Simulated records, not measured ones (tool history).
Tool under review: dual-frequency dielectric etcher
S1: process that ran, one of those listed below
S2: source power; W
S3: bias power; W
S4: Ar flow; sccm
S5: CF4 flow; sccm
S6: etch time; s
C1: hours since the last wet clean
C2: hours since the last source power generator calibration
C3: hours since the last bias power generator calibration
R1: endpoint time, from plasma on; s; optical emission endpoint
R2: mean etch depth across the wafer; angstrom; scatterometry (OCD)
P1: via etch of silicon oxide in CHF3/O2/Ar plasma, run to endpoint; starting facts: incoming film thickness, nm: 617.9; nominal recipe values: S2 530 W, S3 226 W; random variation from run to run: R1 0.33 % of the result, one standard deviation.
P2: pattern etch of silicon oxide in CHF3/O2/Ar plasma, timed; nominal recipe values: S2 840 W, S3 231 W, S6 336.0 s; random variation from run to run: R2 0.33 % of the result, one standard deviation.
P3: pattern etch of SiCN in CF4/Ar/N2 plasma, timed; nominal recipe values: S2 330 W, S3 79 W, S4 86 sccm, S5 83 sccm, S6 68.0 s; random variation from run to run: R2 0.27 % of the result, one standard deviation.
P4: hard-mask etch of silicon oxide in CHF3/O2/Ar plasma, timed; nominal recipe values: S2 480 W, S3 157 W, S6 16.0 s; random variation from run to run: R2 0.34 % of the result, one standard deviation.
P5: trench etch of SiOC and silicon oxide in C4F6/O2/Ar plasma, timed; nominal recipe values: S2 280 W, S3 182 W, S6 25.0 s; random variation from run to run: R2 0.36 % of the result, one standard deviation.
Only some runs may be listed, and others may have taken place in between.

run 1 hour=6.7 | S1=P1 S2=530 S3=226 | C1=139.3 C2=1284.6 C3=1166.0 | R1=290.73
run 2 hour=13.4 | S1=P3 S2=330 S3=79 S4=104 S5=83 S6=68.0 | C1=146.0 C2=1291.3 C3=1172.7 | R2=488.01
run 3 hour=18.7 | S1=P1 S2=530 S3=162 | C1=151.3 C2=1296.6 C3=1178.0 | R1=325.87
run 4 hour=24.3 | S1=P3 S2=330 S3=108 S4=86 S5=83 S6=68.0 | C1=156.9 C2=1302.2 C3=1183.6 | R2=558.27
run 5 hour=31.5 | S1=P2 S2=840 S3=310 S6=336.0 | C1=164.1 C2=1309.4 C3=1190.8 | R2=9060.50
-- hour=34.1 bias power generator calibrated
run 6 hour=36.5 | S1=P1 S2=530 S3=226 | C1=169.1 C2=1314.4 C3=2.5 | R1=290.29
run 7 hour=42.2 | S1=P3 S2=330 S3=79 S4=86 S5=83 S6=84.0 | C1=174.8 C2=1320.1 C3=8.2 | R2=618.44
run 8 hour=45.6 | S1=P4 S2=480 S3=157 S6=16.0 | C1=178.2 C2=1323.5 C3=11.6 | R2=283.77
run 9 hour=49.2 | S1=P2 S2=1070 S3=231 S6=336.0 | C1=181.8 C2=1327.1 C3=15.2 | R2=8897.50
run 10 hour=56.1 | S1=P1 S2=620 S3=312 | C1=188.7 C2=1334.0 C3=22.1 | R1=243.75
run 11 hour=62.3 | S1=P5 S2=280 S3=182 S6=25.0 | C1=194.9 C2=1340.2 C3=28.3 | R2=428.93
run 12 hour=69.0 | S1=P4 S2=650 S3=157 S6=16.0 | C1=201.6 C2=1346.9 C3=35.0 | R2=319.43
run 13 hour=72.2 | S1=P4 S2=480 S3=157 S6=24.0 | C1=204.8 C2=1350.1 C3=38.2 | R2=423.69
run 14 hour=76.8 | S1=P1 S2=530 S3=226 | C1=209.4 C2=1354.7 C3=42.8 | R1=292.51
run 15 hour=82.2 | S1=P5 S2=280 S3=182 S6=16.5 | C1=214.8 C2=1360.1 C3=48.2 | R2=283.51
run 16 hour=86.5 | S1=P5 S2=180 S3=182 S6=25.0 | C1=219.1 C2=1364.4 C3=52.5 | R2=364.42
run 17 hour=89.8 | S1=P1 S2=530 S3=319 | C1=222.4 C2=1367.7 C3=55.8 | R1=257.54
run 18 hour=97.0 | S1=P2 S2=840 S3=231 S6=336.0 | C1=229.6 C2=1374.9 C3=63.0 | R2=8135.10
run 19 hour=101.0 | S1=P4 S2=480 S3=186 S6=16.0 | C1=233.6 C2=1378.9 C3=67.0 | R2=299.92
run 20 hour=107.7 | S1=P1 S2=530 S3=226 | C1=240.3 C2=1385.6 C3=73.7 | R1=291.33
run 21 hour=113.8 | S1=P4 S2=480 S3=157 S6=16.0 | C1=246.4 C2=1391.7 C3=79.8 | R2=283.10
run 22 hour=120.7 | S1=P1 S2=370 S3=296 | C1=253.3 C2=1398.6 C3=86.7 | R1=301.40
run 23 hour=126.5 | S1=P3 S2=330 S3=79 S4=86 S5=83 S6=68.0 | C1=259.1 C2=1404.4 C3=92.5 | R2=499.45
run 24 hour=130.6 | S1=P2 S2=840 S3=231 S6=188.5 | C1=263.2 C2=1408.5 C3=96.6 | R2=4566.70
run 25 hour=137.5 | S1=P5 S2=280 S3=117 S6=25.0 | C1=270.1 C2=1415.4 C3=103.5 | R2=375.77
run 26 hour=142.0 | S1=P1 S2=530 S3=226 | C1=274.6 C2=1419.9 C3=108.0 | R1=291.40
run 27 hour=146.9 | S1=P1 S2=650 S3=143 | C1=279.5 C2=1424.8 C3=112.9 | R1=315.67
run 28 hour=152.6 | S1=P3 S2=330 S3=79 S4=86 S5=99 S6=68.0 | C1=285.2 C2=1430.5 C3=118.6 | R2=508.88
run 29 hour=157.7 | S1=P3 S2=420 S3=79 S4=86 S5=83 S6=68.0 | C1=290.3 C2=1435.6 C3=123.7 | R2=615.92
run 30 hour=161.4 | S1=P1 S2=650 S3=226 | C1=294.0 C2=1439.3 C3=127.4 | R1=270.06
run 31 hour=165.0 | S1=P1 S2=390 S3=226 | C1=297.6 C2=1442.9 C3=131.0 | R1=324.81
run 32 hour=169.5 | S1=P1 S2=530 S3=226 | C1=302.1 C2=1447.4 C3=135.5 | R1=291.14
run 33 hour=175.5 | S1=P1 S2=530 S3=226 | C1=308.1 C2=1453.4 C3=141.5 | R1=293.03
run 34 hour=181.7 | S1=P1 S2=530 S3=226 | C1=314.3 C2=1459.6 C3=147.7 | R1=295.71
-- hour=186.3 wet clean of the chamber
run 35 hour=188.7 | S1=P1 S2=530 S3=226 | C1=2.5 C2=1466.6 C3=154.7 | R1=295.54
run 36 hour=195.0 | S1=P1 S2=530 S3=226 | C1=8.8 C2=1472.9 C3=161.0 | R1=294.99
run 37 hour=199.7 | S1=P1 S2=530 S3=226 | C1=13.5 C2=1477.6 C3=165.7 | R1=297.75
run 38 hour=205.8 | S1=P1 S2=530 S3=226 | C1=19.6 C2=1483.7 C3=171.8 | R1=297.14
run 39 hour=212.5 | S1=P1 S2=530 S3=226 | C1=26.3 C2=1490.4 C3=178.5 | R1=298.17

P1 no longer gives what it gave before; its output has crept away from where it was. The following 2 causes, each at its listed size, fit the log equally well:
A: source power that arrives under what is set, % = 4.34
B: bias power that arrives under what is set, % = 4.63
The onset of the drift is placed at about hour 169.5.
What rules out each remaining cause:
chamber walls in a state that lowers the etch rate, %: serviced after onset, at hour 186.3, with no recovery of the prior output

4 check runs are offered, one wafer each, their results left as question marks. Which one tells the causes apart?
run check 1 hour=219.2 | S1=P3 S2=330 S3=79 S4=86 S5=83 S6=68.0 | R2=?
run check 2 hour=219.2 | S1=P5 S2=280 S3=182 S6=25.0 | R2=?
run check 3 hour=219.2 | S1=P4 S2=480 S3=157 S6=16.0 | R2=?
run check 4 hour=219.2 | S1=P2 S2=840 S3=231 S6=336.0 | R2=?

Check results expected under each cause:
check=check_1 result=R2 if_A=479.26 if_B=490.26
check=check_2 result=R2 if_A=423.12 if_B=423.86
check=check_3 result=R2 if_A=278.21 if_B=278.58
check=check_4 result=R2 if_A=8004.80 if_B=8009.20
Distance between the nearest two causes, measured in the result of the check that separates them most: check 1 2.27 %; check 2 0.18 %; check 3 0.13 %; check 4 0.06 %
Of the check runs offered, only check 1 discriminates between the causes; the rest would read about the same regardless of which cause applies.

Check 1 has now been run. It gave: R2 490.54 angstrom. Which of the candidate causes is it?

It is B: bias power that arrives under what is set, %.

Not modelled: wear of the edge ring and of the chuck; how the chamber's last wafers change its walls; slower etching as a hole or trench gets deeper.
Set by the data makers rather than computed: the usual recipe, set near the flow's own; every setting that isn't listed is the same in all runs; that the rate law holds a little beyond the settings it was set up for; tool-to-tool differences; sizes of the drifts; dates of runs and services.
